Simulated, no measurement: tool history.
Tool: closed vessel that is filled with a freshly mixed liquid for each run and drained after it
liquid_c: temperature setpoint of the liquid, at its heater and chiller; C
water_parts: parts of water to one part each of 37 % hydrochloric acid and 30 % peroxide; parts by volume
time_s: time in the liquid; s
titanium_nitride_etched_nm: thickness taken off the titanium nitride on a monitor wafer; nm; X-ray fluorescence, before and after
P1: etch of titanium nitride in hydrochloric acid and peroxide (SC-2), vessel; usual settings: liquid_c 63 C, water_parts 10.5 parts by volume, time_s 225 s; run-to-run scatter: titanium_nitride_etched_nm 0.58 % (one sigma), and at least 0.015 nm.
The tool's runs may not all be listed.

run    day  liquid_c  water_parts  time_s  hours since the thermometer was replaced  hours since the chemicals flow meter was replaced  hours since the drum of peroxide was connected  titanium_nitride_etched_nm
  1  0.388        63         10.5     225                                      96.6                                              462.5                                             135                      9.3285
  2  0.575        63         10.5     225                                     101.1                                                467                                           139.5                       9.416
  3  0.808        63         10.5     225                                     106.7                                              472.6                                           145.1                       9.261
  4  1.092        63         10.5     225                                     113.5                                              479.4                                           151.9                      9.2302
  5  1.412        63         10.5     225                                     121.2                                              487.1                                           159.6                      9.2683
  6  1.617        72           16     225                                     126.1                                                492                                           164.5                      11.273
  7  1.817        63         10.5     225                                     130.9                                              496.8                                           169.3                      9.2917
  8  2.062        63           19     225                                     136.8                                              502.7                                           175.2                      5.5098
  9  2.283        63            4     225                                     142.1                                                508                                           180.5                      19.319
 10  2.588        63         10.5      30                                     149.4                                              515.3                                           187.8                      1.2329
 11  2.954      49.5            7     225                                     158.2                                              524.1                                           196.6                      5.4182
 12  3.262        63         10.5     385                                     165.6                                              531.5                                             204                      15.821
     3.312  -- chemicals flow meter replaced
 13  3.496      71.5         10.5     225                                     171.2                                                4.5                                           209.6                      15.611
 14  3.754      50.5         10.5     225                                     177.4                                               10.7                                           215.8                      4.1818
 15  3.971        63         10.5     225                                     182.6                                               15.9                                             221                      9.3854
 16  4.242        63         10.5     225                                     189.1                                               22.4                                           227.5                      8.9006
 17  4.604        63         10.5     225                                     197.8                                               31.1                                           236.2                      8.6998
     4.783  -- new drum of peroxide connected
 18  4.992        63         10.5     225                                     207.1                                               40.4                                               5                       8.584

Forecast run 19:
 19  5.346        63         10.5     225                                     215.6                                               48.9                                            13.5                           ?

Run 19 gave titanium_nitride_etched_nm 8.5493 nm.

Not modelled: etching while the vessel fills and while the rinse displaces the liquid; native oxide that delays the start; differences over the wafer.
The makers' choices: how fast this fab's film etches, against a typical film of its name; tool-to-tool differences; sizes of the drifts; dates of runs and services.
